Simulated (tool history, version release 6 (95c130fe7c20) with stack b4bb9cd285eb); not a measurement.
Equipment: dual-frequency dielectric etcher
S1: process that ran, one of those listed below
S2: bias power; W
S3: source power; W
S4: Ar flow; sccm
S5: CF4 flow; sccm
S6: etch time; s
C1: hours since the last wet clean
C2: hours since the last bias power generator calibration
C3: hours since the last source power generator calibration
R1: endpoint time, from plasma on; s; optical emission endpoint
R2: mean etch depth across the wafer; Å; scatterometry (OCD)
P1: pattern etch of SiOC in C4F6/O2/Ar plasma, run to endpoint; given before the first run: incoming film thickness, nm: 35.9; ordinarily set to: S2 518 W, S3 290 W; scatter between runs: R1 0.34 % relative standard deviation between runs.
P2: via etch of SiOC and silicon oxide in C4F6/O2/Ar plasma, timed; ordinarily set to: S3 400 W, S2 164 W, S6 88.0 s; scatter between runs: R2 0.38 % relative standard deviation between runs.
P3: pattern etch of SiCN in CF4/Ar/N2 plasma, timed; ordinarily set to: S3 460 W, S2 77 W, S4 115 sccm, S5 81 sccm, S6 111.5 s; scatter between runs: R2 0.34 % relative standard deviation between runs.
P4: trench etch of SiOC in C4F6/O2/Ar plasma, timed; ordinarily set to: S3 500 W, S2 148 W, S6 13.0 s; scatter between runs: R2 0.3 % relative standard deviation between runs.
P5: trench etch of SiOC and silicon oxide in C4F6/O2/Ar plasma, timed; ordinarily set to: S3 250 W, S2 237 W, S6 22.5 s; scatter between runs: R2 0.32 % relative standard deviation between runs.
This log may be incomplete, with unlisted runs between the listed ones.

{"run": 1, "day": 0.242, "S1": "P1", "S2": 518, "S3": 290, "C1": 200.4, "C2": 1239.2, "C3": 709.1, "R1": 13.385}
{"run": 2, "day": 0.567, "S1": "P3", "S2": 77, "S3": 460, "S4": 67, "S5": 81, "S6": 111.5, "C1": 208.2, "C2": 1247.0, "C3": 716.9, "R2": 1132.9}
{"run": 3, "day": 0.921, "S1": "P2", "S2": 164, "S3": 400, "S6": 56.0, "C1": 216.7, "C2": 1255.5, "C3": 725.4, "R2": 608.21}
{"run": 4, "day": 1.308, "S1": "P1", "S2": 518, "S3": 290, "C1": 226.0, "C2": 1264.8, "C3": 734.7, "R1": 13.337}
{"run": 5, "day": 1.567, "S1": "P4", "S2": 148, "S3": 500, "S6": 13.0, "C1": 232.2, "C2": 1271.0, "C3": 740.9, "R2": 279.44}
{"run": 6, "day": 1.833, "S1": "P5", "S2": 138, "S3": 250, "S6": 22.5, "C1": 238.6, "C2": 1277.4, "C3": 747.3, "R2": 332.06}
{"run": 7, "day": 2.242, "S1": "P1", "S2": 518, "S3": 290, "C1": 248.4, "C2": 1287.2, "C3": 757.1, "R1": 13.385}
{"run": 8, "day": 2.538, "S1": "P1", "S2": 341, "S3": 290, "C1": 255.5, "C2": 1294.3, "C3": 764.2, "R1": 15.487}
{"day": 2.592, "done": "source power generator calibrated"}
{"run": 9, "day": 2.738, "S1": "P5", "S2": 237, "S3": 250, "S6": 14.5, "C1": 260.3, "C2": 1299.1, "C3": 3.5, "R2": 258.41}
{"run": 10, "day": 3.092, "S1": "P1", "S2": 518, "S3": 290, "C1": 268.8, "C2": 1307.6, "C3": 12.0, "R1": 13.417}
{"run": 11, "day": 3.425, "S1": "P2", "S2": 119, "S3": 400, "S6": 88.0, "C1": 276.8, "C2": 1315.6, "C3": 20.0, "R2": 865.6}
{"day": 3.492, "done": "bias power generator calibrated"}
{"run": 12, "day": 3.762, "S1": "P4", "S2": 200, "S3": 500, "S6": 13.0, "C1": 284.9, "C2": 6.5, "C3": 28.1, "R2": 305.57}
{"run": 13, "day": 4.067, "S1": "P4", "S2": 148, "S3": 500, "S6": 9.0, "C1": 292.2, "C2": 13.8, "C3": 35.4, "R2": 193.2}
{"run": 14, "day": 4.254, "S1": "P5", "S2": 237, "S3": 300, "S6": 22.5, "C1": 296.7, "C2": 18.3, "C3": 39.9, "R2": 425.56}
{"run": 15, "day": 4.45, "S1": "P3", "S2": 77, "S3": 460, "S4": 115, "S5": 81, "S6": 167.5, "C1": 301.4, "C2": 23.0, "C3": 44.6, "R2": 1587.2}
{"run": 16, "day": 4.646, "S1": "P2", "S2": 164, "S3": 400, "S6": 88.0, "C1": 306.1, "C2": 27.7, "C3": 49.3, "R2": 961.21}
{"run": 17, "day": 4.938, "S1": "P1", "S2": 518, "S3": 220, "C1": 313.1, "C2": 34.7, "C3": 56.3, "R1": 14.783}
{"run": 18, "day": 5.271, "S1": "P1", "S2": 518, "S3": 290, "C1": 321.1, "C2": 42.7, "C3": 64.3, "R1": 13.404}
{"run": 19, "day": 5.512, "S1": "P3", "S2": 103, "S3": 460, "S4": 115, "S5": 81, "S6": 111.5, "C1": 326.9, "C2": 48.5, "C3": 70.1, "R2": 1174.8}
{"run": 20, "day": 5.708, "S1": "P5", "S2": 237, "S3": 250, "S6": 22.5, "C1": 331.6, "C2": 53.2, "C3": 74.8, "R2": 398.29}
{"run": 21, "day": 5.988, "S1": "P3", "S2": 77, "S3": 460, "S4": 115, "S5": 81, "S6": 111.5, "C1": 338.3, "C2": 59.9, "C3": 81.5, "R2": 1051.2}
{"run": 22, "day": 6.392, "S1": "P4", "S2": 148, "S3": 320, "S6": 13.0, "C1": 348.0, "C2": 69.6, "C3": 91.2, "R2": 233.9}
{"run": 23, "day": 6.7, "S1": "P1", "S2": 518, "S3": 290, "C1": 355.4, "C2": 77.0, "C3": 98.6, "R1": 13.44}

Run 24, settings as shown, results not yet in. Your forecast:
{"run": 24, "day": 6.908, "S1": "P1", "S2": 518, "S3": 290, "C1": 360.4, "C2": 82.0, "C3": 103.6, "R1": "?"}

Logged for run 24: R1 13.352 s.

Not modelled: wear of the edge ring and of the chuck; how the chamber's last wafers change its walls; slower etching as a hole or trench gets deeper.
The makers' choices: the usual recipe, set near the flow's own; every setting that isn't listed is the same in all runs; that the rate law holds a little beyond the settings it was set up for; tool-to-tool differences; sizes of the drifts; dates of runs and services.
